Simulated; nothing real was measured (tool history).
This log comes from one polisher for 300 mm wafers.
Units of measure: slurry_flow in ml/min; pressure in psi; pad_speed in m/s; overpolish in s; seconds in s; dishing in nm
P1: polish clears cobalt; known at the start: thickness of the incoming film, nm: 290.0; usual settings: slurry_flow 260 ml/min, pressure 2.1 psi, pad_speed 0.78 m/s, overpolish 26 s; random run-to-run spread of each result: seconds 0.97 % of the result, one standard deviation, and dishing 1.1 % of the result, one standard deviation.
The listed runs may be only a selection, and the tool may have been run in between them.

run    day  slurry_flow  pressure  pad_speed  overpolish  wafers polished on this pad  hours since the slurry nozzle was cleaned  hours since the head pressure was calibrated  seconds  dishing
  1  0.321          260       2.1       0.78          26                          640                                      521.4                                        1037.3    72.54   34.899
  2  0.608          330       2.1       0.78          26                          715                                      528.3                                        1044.2   71.403   35.273
  3  1.117          260         1       0.78          26                          848                                      540.5                                        1056.4   149.13   27.501
  4  1.579          260       2.1       0.78          26                          969                                      551.6                                        1067.5   71.642   34.591
  5   1.85          185       2.1       0.78          49                         1040                                      558.1                                          1074   74.311   36.966
  6  2.183          155       2.1       0.78          15                         1128                                      566.1                                          1082   77.548   28.491
  7  2.588          260       2.1       0.78          26                         1233                                      575.8                                        1091.7   72.726   34.649
  8  3.075          155       2.1       0.78          26                         1361                                      587.5                                        1103.4   76.181   33.707
  9  3.546          260       2.1       1.16          26                         1484                                      598.8                                        1114.7    48.99   36.371
 10  4.033          260       2.1       0.78          53                         1612                                      610.5                                        1126.4   71.139   37.361
 11  4.492          260       2.1       0.78          26                         1732                                      621.5                                        1137.4   71.752    34.31
 12  4.988          260       2.1       0.78          26                         1862                                      633.4                                        1149.3   72.192   34.551
 13  5.367          260       2.1       0.78          26                         1961                                      642.5                                        1158.4   72.477   34.696
 14  5.721          390       2.1       0.78          49                         2054                                        651                                        1166.9   69.815   37.403
 15  5.983          260       2.1       0.78          26                         2122                                      657.3                                        1173.2   72.341   34.536

Predict the results of run 16:
 16  6.221          260       2.8       0.78          26                         2185                                        663                                        1178.9        ?        ?

{"run 16": {"seconds": 53.929, "dishing": 35.138}}
